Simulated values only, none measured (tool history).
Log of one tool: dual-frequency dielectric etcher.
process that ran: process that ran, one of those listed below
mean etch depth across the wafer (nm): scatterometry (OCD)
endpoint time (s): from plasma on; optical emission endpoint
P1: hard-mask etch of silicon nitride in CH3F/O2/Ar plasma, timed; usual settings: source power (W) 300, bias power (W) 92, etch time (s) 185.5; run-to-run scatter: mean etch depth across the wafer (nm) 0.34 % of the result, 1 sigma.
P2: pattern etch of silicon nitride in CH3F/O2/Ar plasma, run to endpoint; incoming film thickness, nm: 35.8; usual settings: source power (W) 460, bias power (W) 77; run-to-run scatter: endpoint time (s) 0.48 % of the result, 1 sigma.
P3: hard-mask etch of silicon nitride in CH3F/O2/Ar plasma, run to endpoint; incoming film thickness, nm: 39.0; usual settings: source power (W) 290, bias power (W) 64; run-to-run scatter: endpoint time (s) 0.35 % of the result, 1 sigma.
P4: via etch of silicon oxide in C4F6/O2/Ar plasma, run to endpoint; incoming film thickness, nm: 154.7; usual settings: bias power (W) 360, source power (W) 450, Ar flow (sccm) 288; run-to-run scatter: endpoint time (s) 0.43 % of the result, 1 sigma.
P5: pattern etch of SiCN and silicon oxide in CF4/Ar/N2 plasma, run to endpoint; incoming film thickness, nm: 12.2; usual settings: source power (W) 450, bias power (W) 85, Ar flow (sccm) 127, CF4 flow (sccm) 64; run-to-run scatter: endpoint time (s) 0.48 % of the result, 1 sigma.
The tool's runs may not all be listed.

run,hour,process that ran,source power (W),bias power (W),etch time (s),Ar flow (sccm),CF4 flow (sccm),hours since the last wet clean,hours since the last source power generator calibration,hours since the last bias power generator calibration,mean etch depth across the wafer (nm),endpoint time (s)
1,3.3,P1,300,92,185.5,,,66.5,1563,679.2,126.12,
2,6.5,P3,290,64,,,,69.7,1566.2,682.4,,68.382
3,10.9,P1,300,92,145,,,74.1,1570.6,686.8,97.632,
4,17.2,P1,300,92,262.5,,,80.4,1576.9,693.1,177.32,
5,20.2,P4,450,360,,229,,83.4,1579.9,696.1,,34.704
6,26.2,P5,450,85,,127,64,89.4,1585.9,702.1,,14.227
7,30.4,P1,300,92,185.5,,,93.6,1590.1,706.3,125.1,
8,33.5,P1,390,92,268.5,,,96.7,1593.2,709.4,199.91,
9,38.4,P1,430,92,185.5,,,101.6,1598.1,714.3,143.65,
10,42.1,P4,450,480,,288,,105.3,1601.8,718,,32.255
11,46.5,P4,450,360,,288,,109.7,1606.2,722.4,,35.853
12,51.4,P2,460,77,,,,114.6,1611.1,727.3,,45.593
# hour 54.8: source power generator calibrated
13,57,P5,300,85,,127,64,120.2,2.2,732.9,,20.122
14,61.1,P3,400,64,,,,124.3,6.3,737,,60.627
15,66.3,P1,190,92,185.5,,,129.5,11.5,742.2,105.83,
16,72.6,P5,450,113,,127,64,135.8,17.8,748.5,,12.905
17,75.8,P4,450,360,,288,,139,21,751.7,,35.744
18,80.4,P3,290,87,,,,143.6,25.6,756.3,,61.139
19,85.1,P1,300,118,185.5,,,148.3,30.3,761,137.92,
20,88.1,P1,300,92,185.5,,,151.3,33.3,764,125.17,
21,93.6,P2,460,77,,,,156.8,38.8,769.5,,45.214
22,99.8,P2,350,77,,,,163,45,775.7,,50.812
23,105.9,P5,450,85,,127,49,169.1,51.1,781.8,,14.82
24,109,P3,290,64,,,,172.2,54.2,784.9,,68.467
25,112.8,P1,300,57,185.5,,,176,58,788.7,106.11,
26,118.5,P2,460,104,,,,181.7,63.7,794.4,,40.921
27,122.4,P1,300,63,139,,,185.6,67.6,798.3,81.849,
28,125.6,P1,300,66,131.5,,,188.8,70.8,801.5,78.412,
29,128.9,P5,450,85,,171,64,192.1,74.1,804.8,,14.991
30,132.6,P1,300,92,185.5,,,195.8,77.8,808.5,125.83,
31,138.6,P1,300,92,185.5,,,201.8,83.8,814.5,125.04,
32,145.1,P4,570,360,,288,,208.3,90.3,821,,32.664
33,150.1,P1,300,92,185.5,,,213.3,95.3,826,125.27,
34,153.7,P1,300,92,185.5,,,216.9,98.9,829.6,126.16,
35,157.6,P1,300,92,185.5,,,220.8,102.8,833.5,125.68,
36,162.3,P1,300,92,185.5,,,225.5,107.5,838.2,127.74,
37,165.4,P1,300,92,185.5,,,228.6,110.6,841.3,126.92,
38,168.8,P1,300,92,185.5,,,232,114,844.7,127.9,

The next listed run, before its measurement:
39,174.9,P1,300,92,185.5,,,238.1,120.1,850.8,?,

mean etch depth across the wafer (nm): 127.31

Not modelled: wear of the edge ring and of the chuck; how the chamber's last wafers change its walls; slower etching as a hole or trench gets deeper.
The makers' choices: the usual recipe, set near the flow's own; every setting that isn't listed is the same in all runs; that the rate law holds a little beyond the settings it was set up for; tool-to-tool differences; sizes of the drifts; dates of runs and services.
